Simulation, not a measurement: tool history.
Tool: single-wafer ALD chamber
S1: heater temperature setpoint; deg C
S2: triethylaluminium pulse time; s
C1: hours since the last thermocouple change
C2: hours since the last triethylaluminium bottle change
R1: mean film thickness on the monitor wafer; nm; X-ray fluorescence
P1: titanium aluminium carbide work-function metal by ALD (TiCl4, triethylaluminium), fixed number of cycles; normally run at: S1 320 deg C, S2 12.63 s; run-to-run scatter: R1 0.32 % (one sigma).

run   hour   S1     S2      C1     C2      R1
  1   12.4  320  12.63  1279.3    393  2.2707
  2   22.9  320   5.95  1289.8  403.5  2.0051
      27.4  -- thermocouple changed; heater temperature recalibrated
  3   29.2  344  12.63     1.8  409.8  2.4853
  4   42.6  320  12.63    15.2  423.2  2.2701
  5   52.1  320  12.63    24.7  432.7  2.2715
  6   64.3  320  12.63    36.9  444.9  2.2719
  7     73  320  19.75    45.6  453.6  2.3061
  8   79.6  306  19.96    52.2  460.2  2.1627
  9   89.6  303  17.34    62.2  470.2  2.1306
 10  101.8  301  12.63    74.4  482.4  2.0988
 11  111.7  320  12.63    84.3  492.3  2.2845
 12  122.3  320  12.63    94.9  502.9  2.2567
 13  132.4  320  12.63     105    513  2.2406
 14  142.8  320  12.63   115.4  523.4  2.2383
 15  153.2  320  12.63   125.8  533.8  2.2212
 16  164.1  320  12.63   136.7  544.7  2.2165
 17  173.3  320  12.63   145.9  553.9   2.221

What P1 gives has crept away from where it was. These 2 causes fit the log equally well, each at the size given:
A: triethylaluminium dose below that of a fresh bottle (%) = 19.6
B: wafer temperature below the value expected at the setpoint (K) = 4.32
The creep began at about hour 111.7.

4 check runs are offered, each on 2 wafers whose results are averaged, their results left as question marks. Which one tells the causes apart?
check 1  182.5  336  12.63           ?
check 2  182.5  343  12.63           ?
check 3  182.5  335  12.63           ?
check 4  182.5  330   9.28           ?

What each check would give under each cause:
  check  result    if A    if B
check 1      R1  2.3739  2.3762
check 2      R1   2.438  2.4412
check 3      R1  2.3648  2.3669
check 4      R1  2.2088   2.255
How far apart the two closest causes lie, in the result that separates them most: check 1 0.1 %; check 2 0.13 %; check 3 0.09 %; check 4 2.07 %
Check 4 tells the causes apart: in the others they would give nearly the same result.

Check 4 was then run and gave: R1 2.2479 nm. Which cause is it?

It is B: wafer temperature below the value expected at the setpoint (K).
